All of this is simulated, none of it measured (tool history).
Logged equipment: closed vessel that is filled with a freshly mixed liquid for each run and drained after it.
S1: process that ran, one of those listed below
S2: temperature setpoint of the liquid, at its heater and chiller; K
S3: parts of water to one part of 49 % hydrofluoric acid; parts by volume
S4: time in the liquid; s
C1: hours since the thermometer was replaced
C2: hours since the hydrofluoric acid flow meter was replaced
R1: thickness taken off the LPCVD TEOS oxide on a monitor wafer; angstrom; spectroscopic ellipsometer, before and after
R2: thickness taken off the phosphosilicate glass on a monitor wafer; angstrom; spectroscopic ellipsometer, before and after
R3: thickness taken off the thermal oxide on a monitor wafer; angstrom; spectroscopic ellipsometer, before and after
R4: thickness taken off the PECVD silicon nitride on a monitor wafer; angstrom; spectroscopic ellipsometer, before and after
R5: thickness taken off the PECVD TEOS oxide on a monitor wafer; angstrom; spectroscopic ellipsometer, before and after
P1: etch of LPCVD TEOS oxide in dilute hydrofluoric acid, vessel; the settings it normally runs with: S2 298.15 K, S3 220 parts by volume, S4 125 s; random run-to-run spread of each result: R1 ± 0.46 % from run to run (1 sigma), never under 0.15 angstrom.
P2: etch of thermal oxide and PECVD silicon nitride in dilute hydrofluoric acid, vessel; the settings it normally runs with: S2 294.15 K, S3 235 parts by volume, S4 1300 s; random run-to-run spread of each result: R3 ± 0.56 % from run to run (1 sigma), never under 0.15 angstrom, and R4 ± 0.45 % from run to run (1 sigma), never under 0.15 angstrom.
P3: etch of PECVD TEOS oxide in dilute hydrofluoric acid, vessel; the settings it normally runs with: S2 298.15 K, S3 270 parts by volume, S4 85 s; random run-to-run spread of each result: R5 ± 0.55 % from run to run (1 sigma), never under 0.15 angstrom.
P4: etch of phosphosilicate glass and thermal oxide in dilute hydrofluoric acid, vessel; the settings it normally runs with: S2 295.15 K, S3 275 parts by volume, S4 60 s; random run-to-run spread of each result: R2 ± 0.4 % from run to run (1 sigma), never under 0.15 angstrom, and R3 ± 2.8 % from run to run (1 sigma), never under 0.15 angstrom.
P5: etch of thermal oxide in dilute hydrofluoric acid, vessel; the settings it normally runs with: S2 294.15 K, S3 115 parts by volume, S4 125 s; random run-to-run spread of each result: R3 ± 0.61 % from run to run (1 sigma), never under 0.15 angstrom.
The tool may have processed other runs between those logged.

| run | day | S1 | S2 | S3 | S4 | C1 | C2 | R1 | R2 | R3 | R4 | R5 |
|---|---|---|---|---|---|---|---|---|---|---|---|---|
| 1 | 0.654 | P1 | 298.15 | 220 | 125 | 847.4 | 940.2 | 249.640 |  |  |  |  |
| 2 | 1.125 | P4 | 295.15 | 380 | 60 | 858.7 | 951.5 |  | 126.92 | 4.7378 |  |  |
| 3 | 1.817 | P2 | 294.15 | 235 | 115 | 875.3 | 968.1 |  |  | 17.8870 | 20.176 |  |
| 4 | 2.258 | P5 | 294.15 | 115 | 210 | 885.9 | 978.7 |  |  | 76.8100 |  |  |
| 5 | 2.842 | P1 | 298.15 | 60 | 190 | 899.9 | 992.7 | 1661.300 |  |  |  |  |
| 6 | 3.354 | P3 | 298.15 | 270 | 85 | 912.2 | 1005.0 |  |  |  |  | 61.120 |
| 7 | 3.962 | P1 | 298.15 | 220 | 125 | 926.8 | 1019.6 | 247.810 |  |  |  |  |
|  | 4.204 | thermometer replaced |
| 8 | 4.629 | P3 | 298.15 | 45 | 85 | 10.2 | 1035.6 |  |  |  |  | 477.270 |
| 9 | 5.321 | P1 | 298.15 | 100 | 125 | 26.8 | 1052.2 | 626.080 |  |  |  |  |
| 10 | 6.017 | P1 | 292.15 | 220 | 125 | 43.5 | 1068.9 | 198.690 |  |  |  |  |
| 11 | 6.471 | P5 | 294.15 | 115 | 125 | 54.4 | 1079.8 |  |  | 45.6940 |  |  |
| 12 | 7.188 | P5 | 294.15 | 115 | 125 | 71.6 | 1097.0 |  |  | 45.6250 |  |  |
| 13 | 7.696 | P1 | 298.15 | 220 | 125 | 83.8 | 1109.2 | 250.080 |  |  |  |  |
| 14 | 8.121 | P2 | 290.15 | 235 | 1300 | 94.0 | 1119.4 |  |  | 173.7500 | 175.940 |  |
| 15 | 8.512 | P5 | 294.15 | 40 | 125 | 103.4 | 1128.8 |  |  | 143.8500 |  |  |
|  | 9.042 | hydrofluoric acid flow meter replaced |
| 16 | 9.150 | P1 | 298.15 | 330 | 125 | 118.7 | 2.6 | 147.560 |  |  |  |  |
| 17 | 9.612 | P3 | 298.15 | 270 | 140 | 129.8 | 13.7 |  |  |  |  | 100.370 |
| 18 | 10.250 | P4 | 291.65 | 275 | 60 | 145.1 | 29.0 |  | 169.22 | 6.9016 |  |  |
| 19 | 10.721 | P1 | 298.15 | 220 | 190 | 156.4 | 40.3 | 378.790 |  |  |  |  |
| 20 | 11.075 | P3 | 298.15 | 270 | 85 | 164.9 | 48.8 |  |  |  |  | 61.258 |
| 21 | 11.433 | P2 | 294.15 | 235 | 1300 | 173.5 | 57.4 |  |  | 201.0300 | 226.290 |  |
| 22 | 12.062 | P1 | 298.15 | 220 | 125 | 188.6 | 72.5 | 247.180 |  |  |  |  |
| 23 | 12.717 | P5 | 298.65 | 115 | 125 | 204.3 | 88.2 |  |  | 55.0280 |  |  |
| 24 | 13.192 | P1 | 298.15 | 80 | 210 | 215.7 | 99.6 | 1353.100 |  |  |  |  |
| 25 | 13.579 | P4 | 295.15 | 275 | 60 | 225.0 | 108.9 |  | 192.42 | 7.9353 |  |  |
| 26 | 14.025 | P4 | 295.15 | 275 | 60 | 235.7 | 119.6 |  | 193.23 | 7.4334 |  |  |
| 27 | 14.588 | P1 | 293.15 | 220 | 230 | 249.2 | 133.1 | 378.560 |  |  |  |  |
| 28 | 15.162 | P4 | 295.15 | 275 | 30 | 263.0 | 146.9 |  | 96.04 | 3.9123 |  |  |
| 29 | 15.671 | P3 | 293.65 | 270 | 85 | 275.2 | 159.1 |  |  |  |  | 52.010 |
| 30 | 16.158 | P1 | 298.15 | 220 | 50 | 286.9 | 170.8 | 98.858 |  |  |  |  |
| 31 | 16.833 | P1 | 305.15 | 220 | 125 | 303.1 | 187.0 | 315.280 |  |  |  |  |
| 32 | 17.454 | P2 | 294.15 | 40 | 1300 | 318.0 | 201.9 |  |  | 1466.3000 | 1281.100 |  |
| 33 | 17.862 | P1 | 298.15 | 220 | 125 | 327.8 | 211.7 | 247.490 |  |  |  |  |
| 34 | 18.429 | P1 | 298.15 | 220 | 125 | 341.4 | 225.3 | 256.420 |  |  |  |  |
| 35 | 18.967 | P1 | 298.15 | 220 | 125 | 354.3 | 238.2 | 259.280 |  |  |  |  |
| 36 | 19.346 | P1 | 298.15 | 220 | 125 | 363.4 | 247.3 | 260.350 |  |  |  |  |
| 37 | 19.783 | P1 | 298.15 | 220 | 125 | 373.9 | 257.8 | 262.690 |  |  |  |  |
| 38 | 20.450 | P1 | 298.15 | 220 | 125 | 389.9 | 273.8 | 265.700 |  |  |  |  |
| 39 | 21.125 | P1 | 298.15 | 220 | 125 | 406.1 | 290.0 | 265.300 |  |  |  |  |
| 40 | 21.554 | P1 | 298.15 | 220 | 125 | 416.4 | 300.3 | 265.050 |  |  |  |  |
| 41 | 22.221 | P1 | 298.15 | 220 | 125 | 432.4 | 316.3 | 264.130 |  |  |  |  |

Compared with where it was, what P1 gives has crept away. Each cause listed below fits the log as well as the rest, at the size given for it:
A: liquid hotter than its thermometer reads (K) = 1.92
B: hydrofluoric acid flow above the setpoint (%) = 5.7
The process output started creeping at around day 17.862.

Consider the 4 single-wafer check runs listed below, results given as question marks: which one distinguishes between the causes by giving clearly different results for each?
| check 1 | 22.888 | P3 | 298.15 | 270 | 85 |  |  |  |  |  |  | ? |
| check 2 | 22.888 | P2 | 294.15 | 235 | 1300 |  |  |  |  | ? | ? |  |
| check 3 | 22.888 | P5 | 294.15 | 115 | 125 |  |  |  |  | ? |  |  |
| check 4 | 22.888 | P4 | 295.15 | 275 | 60 |  |  |  | ? | ? |  |  |

How each check would come out, cause by cause:
| check | result | if A | if B |
|---|---|---|---|
| check 1 | R5 | 65.311 | 65.581 |
| check 2 | R3 | 216.8800 | 216.1700 |
| check 2 | R4 | 256.900 | 239.960 |
| check 3 | R3 | 49.6330 | 48.9280 |
| check 4 | R2 | 206.16 | 206.40 |
| check 4 | R3 | 8.2430 | 8.2522 |
Per-check spread between the two closest causes, in the result where they differ most: check 1 0.41 %; check 2 6.82 %; check 3 1.43 %; check 4 0.11 %
Of the check runs offered, only check 2 discriminates between the causes; the rest would read about the same regardless of which cause applies.

Running check 2 produced the following: R3 216.4800 angstrom; R4 240.080 angstrom. Which one of the listed causes fits?

Of the candidate causes, it is B: hydrofluoric acid flow above the setpoint (%).

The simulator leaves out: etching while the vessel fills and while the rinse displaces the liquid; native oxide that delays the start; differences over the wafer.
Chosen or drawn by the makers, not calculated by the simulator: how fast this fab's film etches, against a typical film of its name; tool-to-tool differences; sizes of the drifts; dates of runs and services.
